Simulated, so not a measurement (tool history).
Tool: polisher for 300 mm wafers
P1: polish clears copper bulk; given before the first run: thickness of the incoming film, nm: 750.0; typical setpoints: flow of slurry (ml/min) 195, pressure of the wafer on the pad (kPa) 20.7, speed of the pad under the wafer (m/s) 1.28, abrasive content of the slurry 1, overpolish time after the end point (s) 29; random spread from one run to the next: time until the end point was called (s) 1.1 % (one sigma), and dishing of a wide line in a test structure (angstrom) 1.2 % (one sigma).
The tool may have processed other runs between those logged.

run,hour,flow of slurry (ml/min),pressure of the wafer on the pad (kPa),speed of the pad under the wafer (m/s),abrasive content of the slurry,overpolish time after the end point (s),wafers polished on this pad,hours since the slurry nozzle was cleaned,hours since the head pressure was calibrated,hours since the slurry blender was calibrated,time until the end point was called (s),dishing of a wide line in a test structure (angstrom)
1,6.2,195,20.7,1.28,1,29,891,28.7,95.1,254.1,54.463,287.68
2,12.6,195,9.7,1.28,1,29,954,35.1,101.5,260.5,119.72,265.9
3,19.6,195,20.7,0.6,1,29,1023,42.1,108.5,267.5,118.9,284.26
4,29.6,195,26.2,1.56,1,29,1121,52.1,118.5,277.5,36.32,297.51
5,36.8,195,31.7,1.28,1,29,1191,59.3,125.7,284.7,36.065,300.61
6,45,195,20.7,1.28,0.7,29,1271,67.5,133.9,292.9,59.76,286.04
7,53.4,195,20.7,1.74,1,29,1354,75.9,142.3,301.3,41.048,285.43
8,61,195,20.7,1.28,1.45,29,1428,83.5,149.9,308.9,52.237,288.82
9,71,260,20.7,1.28,1,29,1526,93.5,159.9,318.9,54.36,286.15
10,77.4,195,20.7,1.28,1,43,1589,99.9,166.3,325.3,55.672,290.01
11,85.8,195,20.7,1.28,1,29,1671,108.3,174.7,333.7,54.574,289.06
# hour 90.4: slurry blender recalibrated
12,98.8,195,20.7,1.28,1,29,1798,121.3,187.7,8.4,54.716,288.49
13,108.1,195,20.7,1.28,1,9,1889,130.6,197,17.7,55.488,272.09
14,119.5,195,20.7,1.28,1,29,2001,142,208.4,29.1,54.839,281.91
15,130.4,195,20.7,1.28,1.35,54,2107,152.9,219.3,40,52.84,288.58
16,140,195,29,1.28,0.8,29,2201,162.5,228.9,49.6,41.803,294.44
17,147.5,115,20.7,1.28,1,29,2275,170,236.4,57.1,60.33,285.97
18,155.2,195,20.7,1.28,1,29,2350,177.7,244.1,64.8,55.893,286.73
19,163.9,195,20.7,1.28,1,29,2435,186.4,252.8,73.5,56.835,290.26

Run 20, settings as shown, results not yet in. Your forecast:
20,170.3,195,20.7,1.28,1,29,2498,192.8,259.2,79.9,?,?

Logged for run 20: time until the end point was called (s) 56.835, dishing of a wide line in a test structure (angstrom) 291.53.
